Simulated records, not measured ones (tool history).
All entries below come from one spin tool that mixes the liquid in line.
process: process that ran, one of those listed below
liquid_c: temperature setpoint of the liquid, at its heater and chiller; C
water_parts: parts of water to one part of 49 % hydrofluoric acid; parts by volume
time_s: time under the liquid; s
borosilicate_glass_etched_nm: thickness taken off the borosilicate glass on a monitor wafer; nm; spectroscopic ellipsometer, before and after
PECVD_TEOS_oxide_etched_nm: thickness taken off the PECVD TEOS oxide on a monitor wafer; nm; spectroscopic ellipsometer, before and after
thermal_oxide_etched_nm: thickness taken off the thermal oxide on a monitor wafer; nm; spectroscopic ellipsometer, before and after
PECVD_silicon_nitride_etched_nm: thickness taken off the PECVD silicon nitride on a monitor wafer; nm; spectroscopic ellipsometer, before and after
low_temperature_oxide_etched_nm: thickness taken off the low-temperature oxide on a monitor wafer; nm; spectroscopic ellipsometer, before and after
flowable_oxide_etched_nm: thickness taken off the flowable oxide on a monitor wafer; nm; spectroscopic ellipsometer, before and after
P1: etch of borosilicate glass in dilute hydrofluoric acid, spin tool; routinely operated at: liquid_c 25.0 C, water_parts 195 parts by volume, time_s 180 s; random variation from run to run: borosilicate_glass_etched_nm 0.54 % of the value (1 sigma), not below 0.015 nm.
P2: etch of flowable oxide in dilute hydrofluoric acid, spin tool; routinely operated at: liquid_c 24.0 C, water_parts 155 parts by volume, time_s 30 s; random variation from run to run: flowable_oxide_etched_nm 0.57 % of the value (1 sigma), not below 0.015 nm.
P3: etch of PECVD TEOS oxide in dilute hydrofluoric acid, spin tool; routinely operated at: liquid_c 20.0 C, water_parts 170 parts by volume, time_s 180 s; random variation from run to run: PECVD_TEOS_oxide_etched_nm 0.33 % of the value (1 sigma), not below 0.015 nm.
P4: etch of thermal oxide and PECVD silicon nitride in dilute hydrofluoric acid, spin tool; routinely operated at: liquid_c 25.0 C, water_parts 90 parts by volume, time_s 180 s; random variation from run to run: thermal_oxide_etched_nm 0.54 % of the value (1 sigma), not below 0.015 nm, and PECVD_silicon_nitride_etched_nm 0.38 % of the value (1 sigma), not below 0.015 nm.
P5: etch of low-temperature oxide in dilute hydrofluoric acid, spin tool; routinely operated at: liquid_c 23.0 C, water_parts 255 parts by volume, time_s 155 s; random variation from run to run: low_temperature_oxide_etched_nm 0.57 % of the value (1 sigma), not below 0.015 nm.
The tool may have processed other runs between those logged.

run,hour,process,liquid_c,water_parts,time_s,borosilicate_glass_etched_nm,PECVD_TEOS_oxide_etched_nm,thermal_oxide_etched_nm,PECVD_silicon_nitride_etched_nm,low_temperature_oxide_etched_nm,flowable_oxide_etched_nm
1,4.6,P1,25.0,195,180,26.6810,,,,,
2,10.8,P3,17.0,170,180,,7.5168,,,,
3,16.6,P4,17.5,90,180,,,7.4912,3.1991,,
4,20.7,P3,20.0,50,180,,32.6710,,,,
5,26.2,P5,23.0,255,155,,,,,13.558,
6,32.4,P1,25.0,195,180,26.4990,,,,,
7,36.3,P1,25.0,195,180,26.6280,,,,,
8,40.8,P1,32.0,195,180,34.2240,,,,,
9,48.2,P1,25.0,195,180,26.6610,,,,,
10,51.8,P2,24.0,155,30,,,,,,6.3463
11,58.5,P1,25.0,195,275,40.3730,,,,,
12,62.1,P4,25.0,90,315,,,17.8050,9.2551,,
13,67.3,P1,25.0,355,180,12.4330,,,,,
# hour 67.5: hydrofluoric acid flow meter replaced
14,72.0,P1,25.0,195,45,6.6485,,,,,
15,77.8,P5,23.0,255,245,,,,,21.214,
16,83.4,P1,25.0,80,180,74.7360,,,,,
17,89.8,P5,17.0,255,155,,,,,10.786,
18,93.1,P1,25.0,335,50,3.6844,,,,,
19,100.9,P2,24.0,280,30,,,,,,3.0591
20,106.2,P4,25.0,20,180,,,51.1620,22.9220,,
# hour 106.9: thermometer replaced
21,111.4,P2,24.0,155,55,,,,,,11.7420
22,118.2,P1,19.5,195,180,21.6580,,,,,
23,123.2,P4,25.0,90,180,,,10.2080,5.3078,,
24,131.0,P4,25.0,90,180,,,10.2830,5.2994,,
25,136.3,P3,20.0,170,285,,13.3910,,,,
26,141.4,P2,17.0,155,30,,,,,,4.8719
27,146.6,P1,28.5,300,180,17.4710,,,,,
28,153.1,P1,25.0,195,180,26.5390,,,,,

For run 29, what comes out?
29,160.1,P5,23.0,45,155,,,,,?,

low_temperature_oxide_etched_nm: 97.666 nm
